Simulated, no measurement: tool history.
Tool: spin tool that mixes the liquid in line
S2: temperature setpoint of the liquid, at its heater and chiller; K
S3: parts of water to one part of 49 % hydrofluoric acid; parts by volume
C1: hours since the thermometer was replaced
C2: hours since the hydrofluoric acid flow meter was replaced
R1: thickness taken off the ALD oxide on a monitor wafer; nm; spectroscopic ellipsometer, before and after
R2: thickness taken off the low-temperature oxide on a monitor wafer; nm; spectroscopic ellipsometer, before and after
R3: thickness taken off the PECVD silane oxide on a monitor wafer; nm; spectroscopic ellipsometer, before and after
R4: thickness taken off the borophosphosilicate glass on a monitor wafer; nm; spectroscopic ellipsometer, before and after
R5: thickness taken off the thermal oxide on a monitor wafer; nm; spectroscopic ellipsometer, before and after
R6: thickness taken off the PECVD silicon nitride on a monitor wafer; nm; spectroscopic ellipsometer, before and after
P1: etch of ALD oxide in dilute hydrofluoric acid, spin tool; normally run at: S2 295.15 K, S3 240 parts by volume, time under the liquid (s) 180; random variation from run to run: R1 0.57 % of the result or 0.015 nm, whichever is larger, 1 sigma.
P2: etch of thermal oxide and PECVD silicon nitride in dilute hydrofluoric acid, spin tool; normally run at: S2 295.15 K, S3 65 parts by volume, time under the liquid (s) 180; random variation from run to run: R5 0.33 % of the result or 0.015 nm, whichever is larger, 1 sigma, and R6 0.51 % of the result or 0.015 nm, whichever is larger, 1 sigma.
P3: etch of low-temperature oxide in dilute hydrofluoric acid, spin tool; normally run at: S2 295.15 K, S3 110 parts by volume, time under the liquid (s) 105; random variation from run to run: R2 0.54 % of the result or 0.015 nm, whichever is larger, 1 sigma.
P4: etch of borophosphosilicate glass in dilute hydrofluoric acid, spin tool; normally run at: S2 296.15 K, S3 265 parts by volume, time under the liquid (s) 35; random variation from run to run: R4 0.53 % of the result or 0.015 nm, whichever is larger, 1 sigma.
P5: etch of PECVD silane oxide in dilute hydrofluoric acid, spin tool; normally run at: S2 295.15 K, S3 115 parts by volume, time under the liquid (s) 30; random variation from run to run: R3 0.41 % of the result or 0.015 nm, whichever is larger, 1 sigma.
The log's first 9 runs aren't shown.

Run 10, hour 120.6: process that ran P4, S2 296.15 K, S3 265 parts by volume, time under the liquid (s) 35; C1 427.3; C2 1370.0. Result: R4 7.4279 nm.
Run 11, hour 132.6: process that ran P1, S2 290.15 K, S3 240 parts by volume, time under the liquid (s) 180; C1 439.3; C2 1382.0. Result: R1 5.7164 nm.
Run 12, hour 140.9: process that ran P4, S2 303.65 K, S3 265 parts by volume, time under the liquid (s) 35; C1 447.6; C2 1390.3. Result: R4 9.6880 nm.
Run 13, hour 153.8: process that ran P1, S2 295.15 K, S3 240 parts by volume, time under the liquid (s) 180; C1 460.5; C2 1403.2. Result: R1 6.9856 nm.
Run 14, hour 171.2: process that ran P1, S2 300.65 K, S3 240 parts by volume, time under the liquid (s) 180; C1 477.9; C2 1420.6. Result: R1 8.5116 nm.
Run 15, hour 179.9: process that ran P3, S2 291.65 K, S3 110 parts by volume, time under the liquid (s) 105; C1 486.6; C2 1429.3. Result: R2 15.9930 nm.
Run 16, hour 192.5: process that ran P2, S2 295.15 K, S3 35 parts by volume, time under the liquid (s) 180; C1 499.2; C2 1441.9. Result: R5 23.774 nm, R6 9.3536 nm.
Run 17, hour 207.7: process that ran P1, S2 295.15 K, S3 240 parts by volume, time under the liquid (s) 180; C1 514.4; C2 1457.1. Result: R1 6.9711 nm.
Run 18, hour 217.8: process that ran P3, S2 295.15 K, S3 110 parts by volume, time under the liquid (s) 155; C1 524.5; C2 1467.2. Result: R2 27.2420 nm.
Run 19, hour 227.5: process that ran P1, S2 295.15 K, S3 45 parts by volume, time under the liquid (s) 180; C1 534.2; C2 1476.9. Result: R1 45.4730 nm.
Run 20, hour 237.0: process that ran P5, S2 290.15 K, S3 115 parts by volume, time under the liquid (s) 30; C1 543.7; C2 1486.4. Result: R3 9.3068 nm.
Run 21, hour 253.6: process that ran P4, S2 296.15 K, S3 265 parts by volume, time under the liquid (s) 20; C1 560.3; C2 1503.0. Result: R4 4.2708 nm.
Run 22, hour 271.1: process that ran P5, S2 295.15 K, S3 30 parts by volume, time under the liquid (s) 30; C1 577.8; C2 1520.5. Result: R3 48.4230 nm.
Run 23, hour 287.7: process that ran P4, S2 296.15 K, S3 265 parts by volume, time under the liquid (s) 35; C1 594.4; C2 1537.1. Result: R4 7.4222 nm.
Run 24, hour 299.8: process that ran P2, S2 295.15 K, S3 65 parts by volume, time under the liquid (s) 340; C1 606.5; C2 1549.2. Result: R5 23.249 nm, R6 9.6016 nm.
Run 25, hour 311.1: process that ran P3, S2 295.15 K, S3 110 parts by volume, time under the liquid (s) 105; C1 617.8; C2 1560.5. Result: R2 18.4010 nm.
Run 26, hour 322.6: process that ran P2, S2 295.15 K, S3 65 parts by volume, time under the liquid (s) 180; C1 629.3; C2 1572.0. Result: R5 12.309 nm, R6 5.0910 nm.
Run 27, hour 338.7: process that ran P1, S2 290.15 K, S3 240 parts by volume, time under the liquid (s) 105; C1 645.4; C2 1588.1. Result: R1 3.3350 nm.
Run 28, hour 356.1: process that ran P2, S2 302.65 K, S3 65 parts by volume, time under the liquid (s) 180; C1 662.8; C2 1605.5. Result: R5 16.580 nm, R6 8.3681 nm.
Run 29, hour 365.6: process that ran P1, S2 295.15 K, S3 240 parts by volume, time under the liquid (s) 60; C1 672.3; C2 1615.0. Result: R1 2.3427 nm.

The next listed run, before its measurement:
Run 30, hour 380.6: process that ran P3, S2 295.15 K, S3 195 parts by volume, time under the liquid (s) 105; C1 687.3; C2 1630.0. Result: R2 ?.

Run 30 gave R2 9.3953 nm.
